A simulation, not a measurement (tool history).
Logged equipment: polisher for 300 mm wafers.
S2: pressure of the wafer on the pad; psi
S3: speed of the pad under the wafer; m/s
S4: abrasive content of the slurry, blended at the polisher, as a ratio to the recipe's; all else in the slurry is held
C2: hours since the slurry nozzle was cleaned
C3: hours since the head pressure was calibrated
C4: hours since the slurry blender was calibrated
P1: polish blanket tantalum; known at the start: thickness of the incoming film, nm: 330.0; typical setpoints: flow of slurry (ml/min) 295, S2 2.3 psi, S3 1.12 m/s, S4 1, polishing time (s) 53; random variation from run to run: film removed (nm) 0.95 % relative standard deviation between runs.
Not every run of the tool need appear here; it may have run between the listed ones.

{"run": 1, "hour": 8.2, "flow of slurry (ml/min)": 295, "S2": 2.3, "S3": 1.12, "S4": 1, "polishing time (s)": 53, "wafers polished on this pad": 734, "C2": 98.6, "C3": 827.5, "C4": 173.2, "film removed (nm)": 104.81}
{"run": 2, "hour": 18.3, "flow of slurry (ml/min)": 295, "S2": 2.3, "S3": 0.62, "S4": 1, "polishing time (s)": 53, "wafers polished on this pad": 861, "C2": 108.7, "C3": 837.6, "C4": 183.3, "film removed (nm)": 57.252}
{"run": 3, "hour": 23.3, "flow of slurry (ml/min)": 295, "S2": 2.3, "S3": 1.12, "S4": 1.35, "polishing time (s)": 53, "wafers polished on this pad": 923, "C2": 113.7, "C3": 842.6, "C4": 188.3, "film removed (nm)": 112.08}
{"run": 4, "hour": 31.4, "flow of slurry (ml/min)": 295, "S2": 2.3, "S3": 1.12, "S4": 1, "polishing time (s)": 30, "wafers polished on this pad": 1025, "C2": 121.8, "C3": 850.7, "C4": 196.4, "film removed (nm)": 59.28}
{"run": 5, "hour": 37.2, "flow of slurry (ml/min)": 295, "S2": 2.3, "S3": 1.12, "S4": 1, "polishing time (s)": 53, "wafers polished on this pad": 1097, "C2": 127.6, "C3": 856.5, "C4": 202.2, "film removed (nm)": 105.55}
{"run": 6, "hour": 48.4, "flow of slurry (ml/min)": 370, "S2": 2.3, "S3": 1.12, "S4": 1.45, "polishing time (s)": 53, "wafers polished on this pad": 1237, "C2": 138.8, "C3": 867.7, "C4": 213.4, "film removed (nm)": 116.94}
{"run": 7, "hour": 56.5, "flow of slurry (ml/min)": 295, "S2": 1.5, "S3": 1.12, "S4": 1, "polishing time (s)": 70, "wafers polished on this pad": 1338, "C2": 146.9, "C3": 875.8, "C4": 221.5, "film removed (nm)": 87.749}
{"run": 8, "hour": 64.6, "flow of slurry (ml/min)": 295, "S2": 2.3, "S3": 1.12, "S4": 1, "polishing time (s)": 53, "wafers polished on this pad": 1440, "C2": 155, "C3": 883.9, "C4": 229.6, "film removed (nm)": 103.6}
{"hour": 66.4, "done": "slurry nozzle cleaned"}
{"run": 9, "hour": 73.8, "flow of slurry (ml/min)": 295, "S2": 3, "S3": 1.12, "S4": 1, "polishing time (s)": 53, "wafers polished on this pad": 1555, "C2": 7.4, "C3": 893.1, "C4": 238.8, "film removed (nm)": 134.02}
{"run": 10, "hour": 79.5, "flow of slurry (ml/min)": 295, "S2": 2.3, "S3": 1.12, "S4": 1, "polishing time (s)": 53, "wafers polished on this pad": 1626, "C2": 13.1, "C3": 898.8, "C4": 244.5, "film removed (nm)": 104.47}
{"run": 11, "hour": 87.1, "flow of slurry (ml/min)": 295, "S2": 2.3, "S3": 1.12, "S4": 0.55, "polishing time (s)": 53, "wafers polished on this pad": 1721, "C2": 20.7, "C3": 906.4, "C4": 252.1, "film removed (nm)": 82.596}
{"run": 12, "hour": 93.3, "flow of slurry (ml/min)": 295, "S2": 2.3, "S3": 1.5, "S4": 1, "polishing time (s)": 53, "wafers polished on this pad": 1799, "C2": 26.9, "C3": 912.6, "C4": 258.3, "film removed (nm)": 139.11}
{"run": 13, "hour": 98.5, "flow of slurry (ml/min)": 295, "S2": 2.3, "S3": 1.12, "S4": 1, "polishing time (s)": 53, "wafers polished on this pad": 1864, "C2": 32.1, "C3": 917.8, "C4": 263.5, "film removed (nm)": 103.3}
{"run": 14, "hour": 107.1, "flow of slurry (ml/min)": 295, "S2": 2.3, "S3": 1.12, "S4": 1, "polishing time (s)": 82, "wafers polished on this pad": 1971, "C2": 40.7, "C3": 926.4, "C4": 272.1, "film removed (nm)": 158.6}
{"run": 15, "hour": 116.9, "flow of slurry (ml/min)": 295, "S2": 2.3, "S3": 1.12, "S4": 0.75, "polishing time (s)": 77, "wafers polished on this pad": 2094, "C2": 50.5, "C3": 936.2, "C4": 281.9, "film removed (nm)": 138.06}
{"run": 16, "hour": 126.2, "flow of slurry (ml/min)": 295, "S2": 2.3, "S3": 1.12, "S4": 1, "polishing time (s)": 53, "wafers polished on this pad": 2210, "C2": 59.8, "C3": 945.5, "C4": 291.2, "film removed (nm)": 102.59}
{"run": 17, "hour": 137.7, "flow of slurry (ml/min)": 175, "S2": 2.3, "S3": 1.12, "S4": 1, "polishing time (s)": 53, "wafers polished on this pad": 2354, "C2": 71.3, "C3": 957, "C4": 302.7, "film removed (nm)": 97.315}
{"run": 18, "hour": 143.7, "flow of slurry (ml/min)": 295, "S2": 1, "S3": 1.12, "S4": 1, "polishing time (s)": 53, "wafers polished on this pad": 2429, "C2": 77.3, "C3": 963, "C4": 308.7, "film removed (nm)": 44.607}
{"run": 19, "hour": 150.1, "flow of slurry (ml/min)": 400, "S2": 2.3, "S3": 1.12, "S4": 1, "polishing time (s)": 53, "wafers polished on this pad": 2509, "C2": 83.7, "C3": 969.4, "C4": 315.1, "film removed (nm)": 105.25}
{"run": 20, "hour": 160.1, "flow of slurry (ml/min)": 295, "S2": 2.3, "S3": 1.12, "S4": 1, "polishing time (s)": 53, "wafers polished on this pad": 2634, "C2": 93.7, "C3": 979.4, "C4": 325.1, "film removed (nm)": 101.85}
{"run": 21, "hour": 166.6, "flow of slurry (ml/min)": 295, "S2": 2.3, "S3": 1.12, "S4": 1, "polishing time (s)": 53, "wafers polished on this pad": 2715, "C2": 100.2, "C3": 985.9, "C4": 331.6, "film removed (nm)": 103.17}
{"run": 22, "hour": 176.0, "flow of slurry (ml/min)": 295, "S2": 2.3, "S3": 1.12, "S4": 1, "polishing time (s)": 53, "wafers polished on this pad": 2833, "C2": 109.6, "C3": 995.3, "C4": 341, "film removed (nm)": 98.894}
{"run": 23, "hour": 185.8, "flow of slurry (ml/min)": 295, "S2": 2.3, "S3": 1.12, "S4": 1, "polishing time (s)": 53, "wafers polished on this pad": 2956, "C2": 119.4, "C3": 1005.1, "C4": 350.8, "film removed (nm)": 95.241}
{"hour": 188.6, "done": "worn pad replaced by a new one"}
{"hour": 194.4, "done": "slurry nozzle cleaned"}
{"run": 24, "hour": 195.5, "flow of slurry (ml/min)": 295, "S2": 2.3, "S3": 1.12, "S4": 1, "polishing time (s)": 53, "wafers polished on this pad": 86, "C2": 1.2, "C3": 1014.8, "C4": 360.5, "film removed (nm)": 96.164}
{"run": 25, "hour": 202.9, "flow of slurry (ml/min)": 295, "S2": 2.3, "S3": 1.12, "S4": 1, "polishing time (s)": 53, "wafers polished on this pad": 179, "C2": 8.6, "C3": 1022.2, "C4": 367.9, "film removed (nm)": 94.424}
{"run": 26, "hour": 213.9, "flow of slurry (ml/min)": 295, "S2": 2.3, "S3": 1.12, "S4": 1, "polishing time (s)": 53, "wafers polished on this pad": 316, "C2": 19.6, "C3": 1033.2, "C4": 378.9, "film removed (nm)": 93.637}
{"run": 27, "hour": 221.0, "flow of slurry (ml/min)": 295, "S2": 2.3, "S3": 1.12, "S4": 1, "polishing time (s)": 53, "wafers polished on this pad": 405, "C2": 26.7, "C3": 1040.3, "C4": 386, "film removed (nm)": 93.357}

P1 has crept away from where it was. The log is fitted equally well by each of these 2 causes, at the sizes shown:
A: abrasive missing from the slurry, % = 25.9
B: head's pressure below its setpoint, % = 9.06
At approximately hour 166.6, the process output began to creep.
Other possible causes, and why each is ruled out:
removal rate lost through wear of the pad, %: its service at hour 188.6 followed the start of the drift and did not put the process back to its old value
slurry flow missing at the pad, %: its service at hour 194.4 followed the start of the drift and did not put the process back to its old value

Which of the 4 check runs listed below, each an average over 5 wafers with its results shown as question marks, gives clearly different results under the different listed causes?
{"run": "check 1", "hour": 228.1, "flow of slurry (ml/min)": 295, "S2": 2.3, "S3": 0.78, "S4": 1, "polishing time (s)": 81, "film removed (nm)": "?"}
{"run": "check 2", "hour": 228.1, "flow of slurry (ml/min)": 295, "S2": 2.3, "S3": 1.12, "S4": 0.6, "polishing time (s)": 53, "film removed (nm)": "?"}
{"run": "check 3", "hour": 228.1, "flow of slurry (ml/min)": 365, "S2": 2.3, "S3": 1.12, "S4": 1, "polishing time (s)": 53, "film removed (nm)": "?"}
{"run": "check 4", "hour": 228.1, "flow of slurry (ml/min)": 220, "S2": 2.3, "S3": 1.12, "S4": 1, "polishing time (s)": 79, "film removed (nm)": "?"}

How each check would come out, cause by cause:
check=check_1 result=film_removed_(nm) if_A=99.798 if_B=99.819
check=check_2 result=film_removed_(nm) if_A=76.001 if_B=78.779
check=check_3 result=film_removed_(nm) if_A=95.426 if_B=95.447
check=check_4 result=film_removed_(nm) if_A=135.51 if_B=135.54
How far apart the two closest causes lie, in the result that separates them most: check 1 0.02 %; check 2 3.59 %; check 3 0.02 %; check 4 0.02 %
Of the check runs offered, only check 2 discriminates between the causes; the rest would read about the same regardless of which cause applies.

After running check 2, the following was obtained: film removed (nm) 79.123. Which cause does this point to?

The correct cause is B, namely: head's pressure below its setpoint, %.

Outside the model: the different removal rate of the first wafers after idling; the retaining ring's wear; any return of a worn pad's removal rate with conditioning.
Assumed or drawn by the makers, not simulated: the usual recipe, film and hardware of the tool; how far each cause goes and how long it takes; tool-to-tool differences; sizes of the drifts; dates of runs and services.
